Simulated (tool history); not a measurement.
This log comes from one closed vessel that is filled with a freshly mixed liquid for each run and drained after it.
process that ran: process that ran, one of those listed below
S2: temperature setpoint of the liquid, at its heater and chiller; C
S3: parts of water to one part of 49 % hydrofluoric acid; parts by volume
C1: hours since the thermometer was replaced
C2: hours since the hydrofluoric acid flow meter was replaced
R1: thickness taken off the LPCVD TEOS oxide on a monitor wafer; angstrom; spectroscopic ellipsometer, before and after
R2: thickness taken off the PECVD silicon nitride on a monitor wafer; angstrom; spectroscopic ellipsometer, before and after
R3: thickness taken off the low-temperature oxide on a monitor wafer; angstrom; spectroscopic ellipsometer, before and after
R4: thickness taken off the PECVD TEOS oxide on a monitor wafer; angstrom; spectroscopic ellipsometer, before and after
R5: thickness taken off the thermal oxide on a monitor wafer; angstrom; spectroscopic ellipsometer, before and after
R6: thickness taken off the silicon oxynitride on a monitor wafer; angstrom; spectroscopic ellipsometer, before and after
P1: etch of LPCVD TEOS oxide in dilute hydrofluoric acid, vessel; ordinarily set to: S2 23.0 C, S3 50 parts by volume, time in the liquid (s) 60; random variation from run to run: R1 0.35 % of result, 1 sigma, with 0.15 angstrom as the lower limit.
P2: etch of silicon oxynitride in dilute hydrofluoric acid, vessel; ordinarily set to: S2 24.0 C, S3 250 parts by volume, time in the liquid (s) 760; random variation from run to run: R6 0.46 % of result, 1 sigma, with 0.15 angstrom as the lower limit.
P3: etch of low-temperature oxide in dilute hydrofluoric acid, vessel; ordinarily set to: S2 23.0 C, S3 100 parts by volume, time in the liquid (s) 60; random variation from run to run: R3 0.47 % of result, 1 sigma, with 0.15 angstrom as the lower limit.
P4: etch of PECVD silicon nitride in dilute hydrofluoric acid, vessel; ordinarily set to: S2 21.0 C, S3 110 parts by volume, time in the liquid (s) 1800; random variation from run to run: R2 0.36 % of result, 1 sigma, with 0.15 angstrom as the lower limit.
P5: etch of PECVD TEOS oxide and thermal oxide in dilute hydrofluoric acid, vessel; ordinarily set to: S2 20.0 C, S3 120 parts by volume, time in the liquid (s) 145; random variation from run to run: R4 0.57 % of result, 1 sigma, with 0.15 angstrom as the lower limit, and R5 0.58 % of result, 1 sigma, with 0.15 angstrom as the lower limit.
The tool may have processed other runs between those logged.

{"run": 1, "hour": 11.8, "process that ran": "P1", "S2": 23.0, "S3": 50, "time in the liquid (s)": 60, "C1": 436.0, "C2": 389.6, "R1": 474.61}
{"run": 2, "hour": 22.8, "process that ran": "P4", "S2": 21.0, "S3": 110, "time in the liquid (s)": 1800, "C1": 447.0, "C2": 400.6, "R2": 399.41}
{"run": 3, "hour": 35.0, "process that ran": "P1", "S2": 23.0, "S3": 50, "time in the liquid (s)": 60, "C1": 459.2, "C2": 412.8, "R1": 473.97}
{"run": 4, "hour": 49.3, "process that ran": "P1", "S2": 23.0, "S3": 50, "time in the liquid (s)": 90, "C1": 473.5, "C2": 427.1, "R1": 716.67}
{"run": 5, "hour": 63.4, "process that ran": "P1", "S2": 29.5, "S3": 50, "time in the liquid (s)": 60, "C1": 487.6, "C2": 441.2, "R1": 617.86}
{"run": 6, "hour": 72.7, "process that ran": "P3", "S2": 28.5, "S3": 100, "time in the liquid (s)": 60, "C1": 496.9, "C2": 450.5, "R3": 111.52}
{"run": 7, "hour": 86.1, "process that ran": "P3", "S2": 23.0, "S3": 100, "time in the liquid (s)": 60, "C1": 510.3, "C2": 463.9, "R3": 90.439}
{"run": 8, "hour": 100.5, "process that ran": "P4", "S2": 21.0, "S3": 60, "time in the liquid (s)": 1800, "C1": 524.7, "C2": 478.3, "R2": 719.71}
{"run": 9, "hour": 114.7, "process that ran": "P1", "S2": 17.0, "S3": 50, "time in the liquid (s)": 60, "C1": 538.9, "C2": 492.5, "R1": 372.62}
{"run": 10, "hour": 124.6, "process that ran": "P1", "S2": 23.0, "S3": 50, "time in the liquid (s)": 60, "C1": 548.8, "C2": 502.4, "R1": 477.96}
{"run": 11, "hour": 132.5, "process that ran": "P4", "S2": 17.0, "S3": 110, "time in the liquid (s)": 1800, "C1": 556.7, "C2": 510.3, "R2": 302.09}
{"run": 12, "hour": 140.7, "process that ran": "P1", "S2": 23.0, "S3": 50, "time in the liquid (s)": 60, "C1": 564.9, "C2": 518.5, "R1": 478.07}
{"run": 13, "hour": 152.1, "process that ran": "P1", "S2": 23.0, "S3": 50, "time in the liquid (s)": 60, "C1": 576.3, "C2": 529.9, "R1": 479.07}
{"run": 14, "hour": 166.2, "process that ran": "P5", "S2": 20.0, "S3": 45, "time in the liquid (s)": 145, "C1": 590.4, "C2": 544.0, "R4": 654.26, "R5": 143.95}
{"run": 15, "hour": 177.3, "process that ran": "P5", "S2": 20.0, "S3": 120, "time in the liquid (s)": 75, "C1": 601.5, "C2": 555.1, "R4": 117.31, "R5": 26.027}
{"run": 16, "hour": 189.9, "process that ran": "P4", "S2": 21.0, "S3": 110, "time in the liquid (s)": 3210, "C1": 614.1, "C2": 567.7, "R2": 713.67}
{"run": 17, "hour": 197.8, "process that ran": "P5", "S2": 17.0, "S3": 120, "time in the liquid (s)": 145, "C1": 622.0, "C2": 575.6, "R4": 199.05, "R5": 44.16}
{"run": 18, "hour": 212.1, "process that ran": "P2", "S2": 24.0, "S3": 250, "time in the liquid (s)": 760, "C1": 636.3, "C2": 589.9, "R6": 85.071}
{"run": 19, "hour": 225.9, "process that ran": "P3", "S2": 23.0, "S3": 45, "time in the liquid (s)": 60, "C1": 650.1, "C2": 603.7, "R3": 214.05}
{"run": 20, "hour": 233.3, "process that ran": "P1", "S2": 23.0, "S3": 20, "time in the liquid (s)": 60, "C1": 657.5, "C2": 611.1, "R1": 1238.6}

Forecast run 21:
{"run": 21, "hour": 245.1, "process that ran": "P1", "S2": 17.0, "S3": 50, "time in the liquid (s)": 100, "C1": 669.3, "C2": 622.9, "R1": "?"}

Run 21 yielded R1 620.16 angstrom.
